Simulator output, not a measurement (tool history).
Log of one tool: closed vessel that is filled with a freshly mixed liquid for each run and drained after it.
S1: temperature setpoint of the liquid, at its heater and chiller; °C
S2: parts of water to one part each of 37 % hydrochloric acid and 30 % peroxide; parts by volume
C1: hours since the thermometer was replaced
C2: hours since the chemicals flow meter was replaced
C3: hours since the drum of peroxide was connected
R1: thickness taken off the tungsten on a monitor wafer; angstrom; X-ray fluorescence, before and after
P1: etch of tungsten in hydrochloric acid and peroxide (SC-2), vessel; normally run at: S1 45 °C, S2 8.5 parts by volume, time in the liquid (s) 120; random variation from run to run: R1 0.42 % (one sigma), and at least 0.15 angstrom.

Run 1, hour 9.5: S1 45 °C, S2 8.5 parts by volume, time in the liquid (s) 120; C1 663; C2 303.4; C3 564.9. Result: R1 242.19 angstrom.
Run 2, hour 19.2: S1 45 °C, S2 8.5 parts by volume, time in the liquid (s) 120; C1 672.7; C2 313.1; C3 574.6. Result: R1 240.5 angstrom.
Run 3, hour 25.9: S1 45 °C, S2 8.5 parts by volume, time in the liquid (s) 120; C1 679.4; C2 319.8; C3 581.3. Result: R1 241.95 angstrom.
Run 4, hour 34.9: S1 45 °C, S2 8.5 parts by volume, time in the liquid (s) 120; C1 688.4; C2 328.8; C3 590.3. Result: R1 240.85 angstrom.
Run 5, hour 41.2: S1 35 °C, S2 8.5 parts by volume, time in the liquid (s) 120; C1 694.7; C2 335.1; C3 596.6. Result: R1 118.68 angstrom.
Run 6, hour 51.6: S1 45 °C, S2 4 parts by volume, time in the liquid (s) 120; C1 705.1; C2 345.5; C3 607. Result: R1 421.47 angstrom.
Run 7, hour 58.1: S1 45 °C, S2 13 parts by volume, time in the liquid (s) 120; C1 711.6; C2 352; C3 613.5. Result: R1 168.83 angstrom.
Run 8, hour 66.7: S1 45 °C, S2 8.5 parts by volume, time in the liquid (s) 120; C1 720.2; C2 360.6; C3 622.1. Result: R1 242.64 angstrom.
Run 9, hour 71.9: S1 58.5 °C, S2 8.5 parts by volume, time in the liquid (s) 120; C1 725.4; C2 365.8; C3 627.3. Result: R1 589.07 angstrom.
Run 10, hour 78.9: S1 45 °C, S2 8.5 parts by volume, time in the liquid (s) 30; C1 732.4; C2 372.8; C3 634.3. Result: R1 60.484 angstrom.
Run 11, hour 85.9: S1 45 °C, S2 8.5 parts by volume, time in the liquid (s) 120; C1 739.4; C2 379.8; C3 641.3. Result: R1 241.09 angstrom.
Run 12, hour 93.7: S1 45 °C, S2 13 parts by volume, time in the liquid (s) 225; C1 747.2; C2 387.6; C3 649.1. Result: R1 317.78 angstrom.
Run 13, hour 98.9: S1 45 °C, S2 8.5 parts by volume, time in the liquid (s) 230; C1 752.4; C2 392.8; C3 654.3. Result: R1 465.55 angstrom.
Run 14, hour 110.4: S1 45 °C, S2 8.5 parts by volume, time in the liquid (s) 120; C1 763.9; C2 404.3; C3 665.8. Result: R1 241.77 angstrom.
Run 15, hour 117.3: S1 45 °C, S2 8.5 parts by volume, time in the liquid (s) 120; C1 770.8; C2 411.2; C3 672.7. Result: R1 242.01 angstrom.
Run 16, hour 124: S1 45 °C, S2 8.5 parts by volume, time in the liquid (s) 120; C1 777.5; C2 417.9; C3 679.4. Result: R1 233.57 angstrom.
Run 17, hour 133.4: S1 45 °C, S2 8.5 parts by volume, time in the liquid (s) 120; C1 786.9; C2 427.3; C3 688.8. Result: R1 229.26 angstrom.
Run 18, hour 139.8: S1 45 °C, S2 8.5 parts by volume, time in the liquid (s) 120; C1 793.3; C2 433.7; C3 695.2. Result: R1 225.71 angstrom.
Run 19, hour 148: S1 45 °C, S2 8.5 parts by volume, time in the liquid (s) 120; C1 801.5; C2 441.9; C3 703.4. Result: R1 223.79 angstrom.

Forecast run 20:
Run 20, hour 156.7: S1 45 °C, S2 8.5 parts by volume, time in the liquid (s) 120; C1 810.2; C2 450.6; C3 712.1. Result: R1 ?.

R1: 221.9 angstrom
